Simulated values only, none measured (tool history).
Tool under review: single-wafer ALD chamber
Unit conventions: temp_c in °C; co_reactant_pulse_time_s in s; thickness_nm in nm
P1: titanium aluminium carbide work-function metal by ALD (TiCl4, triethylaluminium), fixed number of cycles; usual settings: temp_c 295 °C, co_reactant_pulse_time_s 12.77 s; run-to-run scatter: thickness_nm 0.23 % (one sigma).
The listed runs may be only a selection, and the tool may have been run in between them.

run    day  temp_c  co_reactant_pulse_time_s  hours since the last thermocouple change  hours since the last triethylaluminium bottle change  thickness_nm
  1  0.275     295                     12.77                                     525.7                                                 914.3        2.0145
  2  0.462     295                     12.77                                     530.2                                                 918.8        2.0156
  3  0.788     295                     12.77                                       538                                                 926.6        2.0101
  4  1.158     271                     12.77                                     546.9                                                 935.5         1.804
  5  1.421     295                     12.77                                     553.2                                                 941.8        2.0084
  6  1.754     295                     20.73                                     561.2                                                 949.8        2.0295
  7  2.029     305                      7.97                                     567.8                                                 956.4        1.9849
  8  2.304     318                     12.77                                     574.4                                                   963        2.2118
  9  2.533     295                     12.77                                     579.9                                                 968.5        2.0068
 10  2.733     295                     12.77                                     584.7                                                 973.3        2.0062
 11  3.079     295                      4.73                                       593                                                 981.6        1.6364
 12  3.333     310                     17.36                                     599.1                                                 987.7        2.1717
 13  3.579     295                     12.77                                       605                                                 993.6        2.0043
 14  3.975     295                     12.77                                     614.5                                                1003.1        1.9897
 15  4.258     295                     12.77                                     621.3                                                1009.9        1.9878

What does the tool deliver on the next run?
 16  4.45     295                     12.77                                     625.9                                                1014.5             ?

Run 16 yielded thickness_nm 1.9776 nm.
